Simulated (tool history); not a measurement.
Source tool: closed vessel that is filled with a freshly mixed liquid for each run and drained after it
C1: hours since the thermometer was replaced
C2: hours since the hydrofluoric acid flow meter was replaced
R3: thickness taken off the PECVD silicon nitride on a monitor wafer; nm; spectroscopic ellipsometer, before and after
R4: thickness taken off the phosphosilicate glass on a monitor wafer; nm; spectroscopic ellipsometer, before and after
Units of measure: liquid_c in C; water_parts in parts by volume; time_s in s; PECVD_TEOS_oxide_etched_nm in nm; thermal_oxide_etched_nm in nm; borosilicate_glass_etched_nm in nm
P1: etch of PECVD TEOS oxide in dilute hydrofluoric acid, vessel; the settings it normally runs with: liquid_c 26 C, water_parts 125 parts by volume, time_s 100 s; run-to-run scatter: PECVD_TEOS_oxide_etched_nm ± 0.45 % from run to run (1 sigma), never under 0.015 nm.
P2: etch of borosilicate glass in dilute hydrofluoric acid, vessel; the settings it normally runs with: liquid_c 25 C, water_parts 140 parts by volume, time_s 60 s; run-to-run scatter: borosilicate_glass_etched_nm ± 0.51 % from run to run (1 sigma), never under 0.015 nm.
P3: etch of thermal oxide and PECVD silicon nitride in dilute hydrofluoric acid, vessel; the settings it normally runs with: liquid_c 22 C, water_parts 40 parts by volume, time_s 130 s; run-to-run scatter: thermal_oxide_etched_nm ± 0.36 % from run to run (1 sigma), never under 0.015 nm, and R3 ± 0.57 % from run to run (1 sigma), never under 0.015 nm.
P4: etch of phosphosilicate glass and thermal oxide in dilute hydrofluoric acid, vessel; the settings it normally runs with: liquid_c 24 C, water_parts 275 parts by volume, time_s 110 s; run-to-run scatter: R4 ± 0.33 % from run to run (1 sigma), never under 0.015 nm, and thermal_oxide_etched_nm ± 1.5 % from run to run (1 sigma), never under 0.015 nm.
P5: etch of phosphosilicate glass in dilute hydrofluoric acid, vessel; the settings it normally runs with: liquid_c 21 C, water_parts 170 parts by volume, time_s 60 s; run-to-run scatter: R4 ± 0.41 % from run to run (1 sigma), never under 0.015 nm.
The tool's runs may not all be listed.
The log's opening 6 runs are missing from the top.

Run 7, hour 42: process P1, liquid_c 26 C, water_parts 125 parts by volume, time_s 100 s; C1 17; C2 1108.3. Result: PECVD_TEOS_oxide_etched_nm 13.957 nm.
Run 8, hour 46.1: process P1, liquid_c 26 C, water_parts 125 parts by volume, time_s 100 s; C1 21.1; C2 1112.4. Result: PECVD_TEOS_oxide_etched_nm 13.914 nm.
Run 9, hour 52.3: process P4, liquid_c 24 C, water_parts 275 parts by volume, time_s 30 s; C1 27.3; C2 1118.6. Result: thermal_oxide_etched_nm 0.40946 nm, R4 15.447 nm.
Run 10, hour 59: process P4, liquid_c 19 C, water_parts 275 parts by volume, time_s 110 s; C1 34; C2 1125.3. Result: thermal_oxide_etched_nm 1.2423 nm, R4 46.863 nm.
Run 11, hour 66: process P5, liquid_c 21 C, water_parts 170 parts by volume, time_s 60 s; C1 41; C2 1132.3. Result: R4 24.215 nm.
Run 12, hour 73: process P3, liquid_c 25.5 C, water_parts 40 parts by volume, time_s 130 s; C1 48; C2 1139.3. Result: thermal_oxide_etched_nm 17.614 nm, R3 9.099 nm.
Run 13, hour 78: process P3, liquid_c 22 C, water_parts 40 parts by volume, time_s 130 s; C1 53; C2 1144.3. Result: thermal_oxide_etched_nm 15.208 nm, R3 7.15 nm.
Run 14, hour 83.2: process P1, liquid_c 26 C, water_parts 125 parts by volume, time_s 100 s; C1 58.2; C2 1149.5. Result: PECVD_TEOS_oxide_etched_nm 13.906 nm.
Run 15, hour 89: process P1, liquid_c 26 C, water_parts 125 parts by volume, time_s 185 s; C1 64; C2 1155.3. Result: PECVD_TEOS_oxide_etched_nm 25.648 nm.
Run 16, hour 93.3: process P5, liquid_c 21 C, water_parts 170 parts by volume, time_s 30 s; C1 68.3; C2 1159.6. Result: R4 12.08 nm.
Run 17, hour 97.8: process P3, liquid_c 22 C, water_parts 40 parts by volume, time_s 130 s; C1 72.8; C2 1164.1. Result: thermal_oxide_etched_nm 15.104 nm, R3 7.2041 nm.
Run 18, hour 103.1: process P2, liquid_c 25 C, water_parts 140 parts by volume, time_s 30 s; C1 78.1; C2 1169.4. Result: borosilicate_glass_etched_nm 4.1165 nm.
Run 19, hour 108.9: process P1, liquid_c 26 C, water_parts 165 parts by volume, time_s 50 s; C1 83.9; C2 1175.2. Result: PECVD_TEOS_oxide_etched_nm 4.9971 nm.
Run 20, hour 113: process P1, liquid_c 26 C, water_parts 70 parts by volume, time_s 195 s; C1 88; C2 1179.3. Result: PECVD_TEOS_oxide_etched_nm 51.907 nm.
Run 21, hour 119.8: process P1, liquid_c 26 C, water_parts 125 parts by volume, time_s 100 s; C1 94.8; C2 1186.1. Result: PECVD_TEOS_oxide_etched_nm 13.742 nm.
Run 22, hour 124.4: process P1, liquid_c 30.5 C, water_parts 125 parts by volume, time_s 100 s; C1 99.4; C2 1190.7. Result: PECVD_TEOS_oxide_etched_nm 16.472 nm.
Run 23, hour 130.5: process P2, liquid_c 25 C, water_parts 140 parts by volume, time_s 60 s; C1 105.5; C2 1196.8. Result: borosilicate_glass_etched_nm 8.2278 nm.
Run 24, hour 133.7: process P2, liquid_c 25 C, water_parts 50 parts by volume, time_s 60 s; C1 108.7; C2 1200. Result: borosilicate_glass_etched_nm 26.001 nm.
Run 25, hour 139.3: process P1, liquid_c 26 C, water_parts 195 parts by volume, time_s 100 s; C1 114.3; C2 1205.6. Result: PECVD_TEOS_oxide_etched_nm 8.221 nm.
Run 26, hour 145.4: process P4, liquid_c 24 C, water_parts 275 parts by volume, time_s 110 s; C1 120.4; C2 1211.7. Result: thermal_oxide_etched_nm 1.4406 nm, R4 56.488 nm.

Run 27 is up next; what results do you expect?
Run 27, hour 151.8: process P2, liquid_c 17 C, water_parts 140 parts by volume, time_s 60 s; C1 126.8; C2 1218.1. Result: borosilicate_glass_etched_nm ?.

{"run 27": {"borosilicate_glass_etched_nm": 6.0121}}
